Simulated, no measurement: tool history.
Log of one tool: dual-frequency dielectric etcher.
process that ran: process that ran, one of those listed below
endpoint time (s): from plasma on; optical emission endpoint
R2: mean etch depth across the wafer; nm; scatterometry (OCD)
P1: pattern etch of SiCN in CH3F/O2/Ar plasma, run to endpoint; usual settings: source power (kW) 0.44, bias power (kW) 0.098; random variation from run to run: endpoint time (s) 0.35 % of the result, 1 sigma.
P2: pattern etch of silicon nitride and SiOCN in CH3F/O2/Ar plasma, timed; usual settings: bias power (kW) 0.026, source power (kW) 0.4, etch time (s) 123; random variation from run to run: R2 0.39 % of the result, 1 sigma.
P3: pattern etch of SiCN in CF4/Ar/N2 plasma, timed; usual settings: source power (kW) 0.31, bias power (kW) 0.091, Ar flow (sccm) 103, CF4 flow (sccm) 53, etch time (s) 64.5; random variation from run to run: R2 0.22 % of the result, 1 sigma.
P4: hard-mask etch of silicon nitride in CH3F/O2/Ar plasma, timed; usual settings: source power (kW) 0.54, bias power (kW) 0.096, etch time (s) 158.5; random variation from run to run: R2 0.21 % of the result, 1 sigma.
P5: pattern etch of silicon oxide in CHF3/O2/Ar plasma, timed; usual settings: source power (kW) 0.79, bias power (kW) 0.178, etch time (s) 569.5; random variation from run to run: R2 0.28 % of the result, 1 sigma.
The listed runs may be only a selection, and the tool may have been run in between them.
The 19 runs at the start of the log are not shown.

Run 20, hour 186.9: process that ran P4, source power (kW) 0.38, bias power (kW) 0.096, etch time (s) 158.5. Result: R2 119.56 nm.
Run 21, hour 198.5: process that ran P5, source power (kW) 1.07, bias power (kW) 0.178, etch time (s) 569.5. Result: R2 1398.9 nm.
Run 22, hour 203.8: process that ran P3, source power (kW) 0.31, bias power (kW) 0.091, etch time (s) 64.5, Ar flow (sccm) 103, CF4 flow (sccm) 74. Result: R2 44.868 nm.
Run 23, hour 213.4: process that ran P4, source power (kW) 0.54, bias power (kW) 0.096, etch time (s) 158.5. Result: R2 136.03 nm.
Run 24, hour 220.1: process that ran P1, source power (kW) 0.44, bias power (kW) 0.098. Result: endpoint time (s) 14.84.
Run 25, hour 226: process that ran P1, source power (kW) 0.57, bias power (kW) 0.098. Result: endpoint time (s) 13.363.
Run 26, hour 232.9: process that ran P5, source power (kW) 0.79, bias power (kW) 0.178, etch time (s) 569.5. Result: R2 1248.1 nm.
Run 27, hour 240.5: process that ran P1, source power (kW) 0.44, bias power (kW) 0.098. Result: endpoint time (s) 14.657.
Run 28, hour 246.2: process that ran P1, source power (kW) 0.44, bias power (kW) 0.098. Result: endpoint time (s) 14.751.
At hour 254.3: bias power generator calibrated.
Run 29, hour 258.4: process that ran P1, source power (kW) 0.44, bias power (kW) 0.098. Result: endpoint time (s) 14.701.
Run 30, hour 266.2: process that ran P1, source power (kW) 0.44, bias power (kW) 0.119. Result: endpoint time (s) 13.706.
Run 31, hour 276.1: process that ran P4, source power (kW) 0.54, bias power (kW) 0.096, etch time (s) 158.5. Result: R2 135.75 nm.
Run 32, hour 287.8: process that ran P4, source power (kW) 0.54, bias power (kW) 0.114, etch time (s) 158.5. Result: R2 144.69 nm.

Expected results for the next run?
Run 33, hour 294.9: process that ran P3, source power (kW) 0.31, bias power (kW) 0.091, etch time (s) 64.5, Ar flow (sccm) 80, CF4 flow (sccm) 53. Result: R2 ?.

Run 33 came out at R2 44.637 nm.

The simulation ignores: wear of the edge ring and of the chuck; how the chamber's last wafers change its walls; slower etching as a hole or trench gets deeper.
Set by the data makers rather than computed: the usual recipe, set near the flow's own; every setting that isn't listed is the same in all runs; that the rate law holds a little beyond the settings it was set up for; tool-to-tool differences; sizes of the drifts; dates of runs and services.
